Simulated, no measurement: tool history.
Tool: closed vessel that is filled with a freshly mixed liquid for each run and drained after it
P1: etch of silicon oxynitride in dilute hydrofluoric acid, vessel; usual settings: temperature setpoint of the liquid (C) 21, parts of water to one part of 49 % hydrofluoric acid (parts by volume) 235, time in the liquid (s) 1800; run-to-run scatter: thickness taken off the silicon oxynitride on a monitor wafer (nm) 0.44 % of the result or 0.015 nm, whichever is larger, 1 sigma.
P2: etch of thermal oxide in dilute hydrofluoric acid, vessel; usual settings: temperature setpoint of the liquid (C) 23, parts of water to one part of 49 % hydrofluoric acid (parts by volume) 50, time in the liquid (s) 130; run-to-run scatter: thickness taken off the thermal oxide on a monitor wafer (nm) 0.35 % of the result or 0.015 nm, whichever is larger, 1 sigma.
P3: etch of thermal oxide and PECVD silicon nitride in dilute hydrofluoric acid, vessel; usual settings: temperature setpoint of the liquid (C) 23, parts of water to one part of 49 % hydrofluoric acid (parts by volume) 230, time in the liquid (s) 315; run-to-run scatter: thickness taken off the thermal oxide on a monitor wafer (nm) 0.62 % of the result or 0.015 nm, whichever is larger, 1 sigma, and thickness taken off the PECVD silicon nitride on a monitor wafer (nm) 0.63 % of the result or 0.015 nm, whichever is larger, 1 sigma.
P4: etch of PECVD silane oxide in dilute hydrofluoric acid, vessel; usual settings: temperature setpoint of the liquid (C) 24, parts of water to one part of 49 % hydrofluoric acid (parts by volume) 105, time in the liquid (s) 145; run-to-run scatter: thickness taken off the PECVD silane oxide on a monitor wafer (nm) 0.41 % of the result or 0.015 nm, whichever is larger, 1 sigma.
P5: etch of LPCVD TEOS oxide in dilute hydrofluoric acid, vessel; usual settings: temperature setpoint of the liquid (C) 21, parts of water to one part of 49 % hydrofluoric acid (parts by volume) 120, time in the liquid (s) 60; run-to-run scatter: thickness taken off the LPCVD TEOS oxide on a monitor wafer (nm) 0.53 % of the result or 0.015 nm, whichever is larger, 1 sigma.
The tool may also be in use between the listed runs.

run,hour,process that ran,temperature setpoint of the liquid (C),parts of water to one part of 49 % hydrofluoric acid (parts by volume),time in the liquid (s),hours since the thermometer was replaced,hours since the hydrofluoric acid flow meter was replaced,thickness taken off the silicon oxynitride on a monitor wafer (nm),thickness taken off the LPCVD TEOS oxide on a monitor wafer (nm),thickness taken off the thermal oxide on a monitor wafer (nm),thickness taken off the PECVD silane oxide on a monitor wafer (nm),thickness taken off the PECVD silicon nitride on a monitor wafer (nm)
1,6,P1,21,235,1800,287.1,867.2,28.905,,,,
2,10.4,P5,21,120,30,291.5,871.6,,11.517,,,
3,13.6,P2,23,50,245,294.7,874.8,,,24.028,,
4,17.1,P4,18.5,105,145,298.2,878.3,,,,38.628,
5,23.2,P1,21,235,2990,304.3,884.4,48.359,,,,
6,30.1,P1,21,235,315,311.2,891.3,5.0814,,,,
7,34.1,P2,23,25,130,315.2,895.3,,,26.468,,
8,38.7,P1,17,235,1800,319.8,899.9,24.095,,,,
9,45.8,P1,21,380,1800,326.9,907,16.395,,,,
10,51.8,P3,23,230,110,332.9,913,,,1.9484,,1.5397
11,55.2,P1,27.5,410,1800,336.3,916.4,19.282,,,,
12,60.6,P1,26.5,235,1800,341.7,921.8,37.018,,,,
13,66.5,P1,21,235,1800,347.6,927.7,28.883,,,,
14,73.6,P2,28,50,130,354.7,934.8,,,15.681,,
15,77.7,P3,23,230,315,358.8,938.9,,,5.4466,,4.4081
16,84.7,P1,21,235,1800,365.8,945.9,28.937,,,,
17,88.1,P2,23,50,130,369.2,949.3,,,12.809,,
18,95.2,P2,23,50,130,376.3,956.4,,,12.767,,
19,101.4,P5,17,120,60,382.5,962.6,,19.725,,,
20,105.3,P4,24,175,145,386.4,966.5,,,,26.721,
21,110,P3,19,230,315,391.1,971.2,,,4.7278,,3.411
22,113.4,P5,21,120,60,394.5,974.6,,23.249,,,
23,119.9,P1,21,235,1800,401,981.1,29.03,,,,
24,126.5,P4,24,105,145,407.6,987.7,,,,48.04,
25,131.4,P5,21,185,60,412.5,992.6,,13.872,,,
26,135.5,P3,23,230,315,416.6,996.7,,,5.4822,,4.3858
27,140,P3,23,80,315,421.1,1001.2,,,18.766,,12.275
28,145.8,P1,21,65,1800,426.9,1007,117.74,,,,
29,149.7,P4,24,105,275,430.8,1010.9,,,,91.718,
30,156.6,P1,21,235,1800,437.7,1017.8,28.946,,,,
31,162.5,P1,21,235,1800,443.6,1023.7,30.225,,,,
32,166,P1,21,235,1800,447.1,1027.2,30.865,,,,
33,171,P1,21,235,1800,452.1,1032.2,31.308,,,,
34,177.5,P1,21,235,1800,458.6,1038.7,31.653,,,,
35,181.3,P1,21,235,1800,462.4,1042.5,31.783,,,,
36,186.5,P1,21,235,1800,467.6,1047.7,31.695,,,,
37,192.5,P1,21,235,1800,473.6,1053.7,31.729,,,,

What P1 gives has crept away from where it was. These 2 causes fit the log equally well, each at the size given:
A: liquid hotter than its thermometer reads (K) = 2.14
B: hydrofluoric acid flow above the setpoint (%) = 8.64
The creep began at about hour 156.6.

4 check runs are offered, one wafer each, their results left as question marks. Which one tells the causes apart?
check 1,198.5,P5,17,120,60,,,,?,,,
check 2,198.5,P4,20.5,105,145,,,,,,?,
check 3,198.5,P3,23,85,160,,,,,?,,?
check 4,198.5,P2,23,30,190,,,,,?,,

What each check would give under each cause:
check,result,if A,if B
check 1,thickness taken off the LPCVD TEOS oxide on a monitor wafer (nm),21.38,21.469
check 2,thickness taken off the PECVD silane oxide on a monitor wafer (nm),45.657,45.928
check 3,thickness taken off the thermal oxide on a monitor wafer (nm),9.7247,9.7787
check 3,thickness taken off the PECVD silicon nitride on a monitor wafer (nm),6.8467,6.4451
check 4,thickness taken off the thermal oxide on a monitor wafer (nm),34.918,34.801
How far apart the two closest causes lie, in the result that separates them most: check 1 0.42 %; check 2 0.59 %; check 3 6.04 %; check 4 0.33 %
Check 3 tells the causes apart: in the others they would give nearly the same result.

Check 3 was then run and gave: thickness taken off the thermal oxide on a monitor wafer (nm) 9.7436; thickness taken off the PECVD silicon nitride on a monitor wafer (nm) 6.4454. Which cause is it?

It is B: hydrofluoric acid flow above the setpoint (%).

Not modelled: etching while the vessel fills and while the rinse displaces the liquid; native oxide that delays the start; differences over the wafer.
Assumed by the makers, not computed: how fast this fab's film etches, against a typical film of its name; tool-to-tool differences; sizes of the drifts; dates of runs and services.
